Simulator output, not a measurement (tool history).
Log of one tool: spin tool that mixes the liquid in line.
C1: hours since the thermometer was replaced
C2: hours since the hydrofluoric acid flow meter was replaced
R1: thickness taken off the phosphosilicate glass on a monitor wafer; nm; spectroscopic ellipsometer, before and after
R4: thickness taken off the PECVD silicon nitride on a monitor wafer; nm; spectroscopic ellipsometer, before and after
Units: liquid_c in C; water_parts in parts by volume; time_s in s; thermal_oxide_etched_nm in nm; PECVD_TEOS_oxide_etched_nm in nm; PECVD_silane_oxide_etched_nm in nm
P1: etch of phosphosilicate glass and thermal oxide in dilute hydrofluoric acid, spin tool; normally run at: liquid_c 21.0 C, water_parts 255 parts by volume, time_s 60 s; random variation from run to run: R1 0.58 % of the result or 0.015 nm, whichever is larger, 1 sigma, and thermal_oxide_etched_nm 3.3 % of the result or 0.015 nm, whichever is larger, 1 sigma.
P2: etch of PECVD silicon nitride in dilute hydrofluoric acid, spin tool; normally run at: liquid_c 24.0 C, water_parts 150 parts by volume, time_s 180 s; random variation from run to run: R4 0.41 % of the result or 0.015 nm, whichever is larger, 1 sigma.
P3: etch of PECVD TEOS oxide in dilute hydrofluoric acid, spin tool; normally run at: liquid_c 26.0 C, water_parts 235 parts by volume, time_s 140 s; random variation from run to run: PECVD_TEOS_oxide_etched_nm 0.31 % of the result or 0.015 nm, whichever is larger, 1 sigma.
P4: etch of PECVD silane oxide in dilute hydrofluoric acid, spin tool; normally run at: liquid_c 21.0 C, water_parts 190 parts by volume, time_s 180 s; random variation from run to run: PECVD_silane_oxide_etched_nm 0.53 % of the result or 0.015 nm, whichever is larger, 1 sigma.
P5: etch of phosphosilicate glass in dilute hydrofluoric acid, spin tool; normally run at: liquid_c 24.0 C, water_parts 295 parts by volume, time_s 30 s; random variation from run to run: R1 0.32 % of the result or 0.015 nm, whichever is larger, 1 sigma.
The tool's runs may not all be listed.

{"run": 1, "day": 0.696, "process": "P1", "liquid_c": 21.0, "water_parts": 255, "time_s": 60, "C1": 261.8, "C2": 298.1, "R1": 34.535, "thermal_oxide_etched_nm": 0.84337}
{"run": 2, "day": 1.279, "process": "P3", "liquid_c": 26.0, "water_parts": 90, "time_s": 140, "C1": 275.8, "C2": 312.1, "PECVD_TEOS_oxide_etched_nm": 31.846}
{"run": 3, "day": 1.804, "process": "P2", "liquid_c": 24.0, "water_parts": 150, "time_s": 75, "C1": 288.4, "C2": 324.7, "R4": 2.7909}
{"run": 4, "day": 2.5, "process": "P4", "liquid_c": 21.0, "water_parts": 190, "time_s": 330, "C1": 305.1, "C2": 341.4, "PECVD_silane_oxide_etched_nm": 34.934}
{"run": 5, "day": 3.012, "process": "P1", "liquid_c": 21.0, "water_parts": 50, "time_s": 60, "C1": 317.4, "C2": 353.7, "R1": 216.9, "thermal_oxide_etched_nm": 5.588}
{"run": 6, "day": 3.475, "process": "P5", "liquid_c": 24.0, "water_parts": 295, "time_s": 30, "C1": 328.5, "C2": 364.8, "R1": 10.65}
{"run": 7, "day": 4.0, "process": "P3", "liquid_c": 26.0, "water_parts": 235, "time_s": 270, "C1": 341.1, "C2": 377.4, "PECVD_TEOS_oxide_etched_nm": 19.625}
{"run": 8, "day": 4.504, "process": "P4", "liquid_c": 26.5, "water_parts": 190, "time_s": 180, "C1": 353.2, "C2": 389.5, "PECVD_silane_oxide_etched_nm": 23.393}
{"run": 9, "day": 4.983, "process": "P4", "liquid_c": 21.0, "water_parts": 190, "time_s": 180, "C1": 364.7, "C2": 401.0, "PECVD_silane_oxide_etched_nm": 19.087}
{"run": 10, "day": 5.571, "process": "P1", "liquid_c": 21.0, "water_parts": 255, "time_s": 25, "C1": 378.8, "C2": 415.1, "R1": 14.298, "thermal_oxide_etched_nm": 0.36585}
{"run": 11, "day": 6.342, "process": "P4", "liquid_c": 21.0, "water_parts": 190, "time_s": 180, "C1": 397.3, "C2": 433.6, "PECVD_silane_oxide_etched_nm": 19.128}
{"run": 12, "day": 6.808, "process": "P1", "liquid_c": 26.5, "water_parts": 255, "time_s": 60, "C1": 408.5, "C2": 444.8, "R1": 41.981, "thermal_oxide_etched_nm": 1.0068}
{"run": 13, "day": 7.296, "process": "P4", "liquid_c": 21.0, "water_parts": 275, "time_s": 180, "C1": 420.2, "C2": 456.5, "PECVD_silane_oxide_etched_nm": 12.157}
{"run": 14, "day": 8.008, "process": "P5", "liquid_c": 24.0, "water_parts": 515, "time_s": 30, "C1": 437.3, "C2": 473.6, "R1": 5.0465}
{"day": 8.192, "done": "hydrofluoric acid flow meter replaced"}
{"run": 15, "day": 8.658, "process": "P3", "liquid_c": 26.0, "water_parts": 235, "time_s": 140, "C1": 452.9, "C2": 11.3, "PECVD_TEOS_oxide_etched_nm": 10.199}
{"run": 16, "day": 9.279, "process": "P1", "liquid_c": 21.0, "water_parts": 255, "time_s": 60, "C1": 467.8, "C2": 26.2, "R1": 34.208, "thermal_oxide_etched_nm": 0.80852}
{"run": 17, "day": 9.954, "process": "P5", "liquid_c": 19.5, "water_parts": 295, "time_s": 30, "C1": 484.0, "C2": 42.4, "R1": 9.073}
{"run": 18, "day": 10.617, "process": "P1", "liquid_c": 17.0, "water_parts": 255, "time_s": 60, "C1": 499.9, "C2": 58.3, "R1": 29.304, "thermal_oxide_etched_nm": 0.74049}
{"run": 19, "day": 11.088, "process": "P2", "liquid_c": 24.0, "water_parts": 265, "time_s": 180, "C1": 511.2, "C2": 69.6, "R4": 3.8414}
{"run": 20, "day": 11.854, "process": "P5", "liquid_c": 24.0, "water_parts": 295, "time_s": 60, "C1": 529.6, "C2": 88.0, "R1": 21.255}
{"run": 21, "day": 12.642, "process": "P2", "liquid_c": 17.0, "water_parts": 150, "time_s": 180, "C1": 548.5, "C2": 106.9, "R4": 4.2224}
{"run": 22, "day": 13.254, "process": "P1", "liquid_c": 25.0, "water_parts": 255, "time_s": 90, "C1": 563.2, "C2": 121.6, "R1": 59.476, "thermal_oxide_etched_nm": 1.3924}
{"run": 23, "day": 13.696, "process": "P1", "liquid_c": 17.0, "water_parts": 155, "time_s": 60, "C1": 573.8, "C2": 132.2, "R1": 53.063, "thermal_oxide_etched_nm": 1.2901}
{"run": 24, "day": 14.15, "process": "P1", "liquid_c": 17.0, "water_parts": 255, "time_s": 20, "C1": 584.7, "C2": 143.1, "R1": 9.9423, "thermal_oxide_etched_nm": 0.21731}
{"run": 25, "day": 14.521, "process": "P1", "liquid_c": 21.0, "water_parts": 350, "time_s": 60, "C1": 593.6, "C2": 152.0, "R1": 22.832, "thermal_oxide_etched_nm": 0.59815}
{"run": 26, "day": 15.262, "process": "P1", "liquid_c": 21.0, "water_parts": 255, "time_s": 60, "C1": 611.4, "C2": 169.8, "R1": 34.047, "thermal_oxide_etched_nm": 0.82476}
{"run": 27, "day": 15.821, "process": "P1", "liquid_c": 21.0, "water_parts": 255, "time_s": 60, "C1": 624.8, "C2": 183.2, "R1": 34.337, "thermal_oxide_etched_nm": 0.88882}
{"run": 28, "day": 16.208, "process": "P1", "liquid_c": 21.0, "water_parts": 255, "time_s": 60, "C1": 634.1, "C2": 192.5, "R1": 34.284, "thermal_oxide_etched_nm": 0.83205}
{"run": 29, "day": 16.567, "process": "P1", "liquid_c": 21.0, "water_parts": 255, "time_s": 60, "C1": 642.7, "C2": 201.1, "R1": 34.261, "thermal_oxide_etched_nm": 0.81143}
{"run": 30, "day": 17.142, "process": "P1", "liquid_c": 21.0, "water_parts": 255, "time_s": 90, "C1": 656.5, "C2": 214.9, "R1": 51.975, "thermal_oxide_etched_nm": 1.2231}

The next listed run, before its measurement:
{"run": 31, "day": 17.729, "process": "P3", "liquid_c": 26.0, "water_parts": 235, "time_s": 140, "C1": 670.6, "C2": 229.0, "PECVD_TEOS_oxide_etched_nm": "?"}

PECVD_TEOS_oxide_etched_nm: 10.235 nm
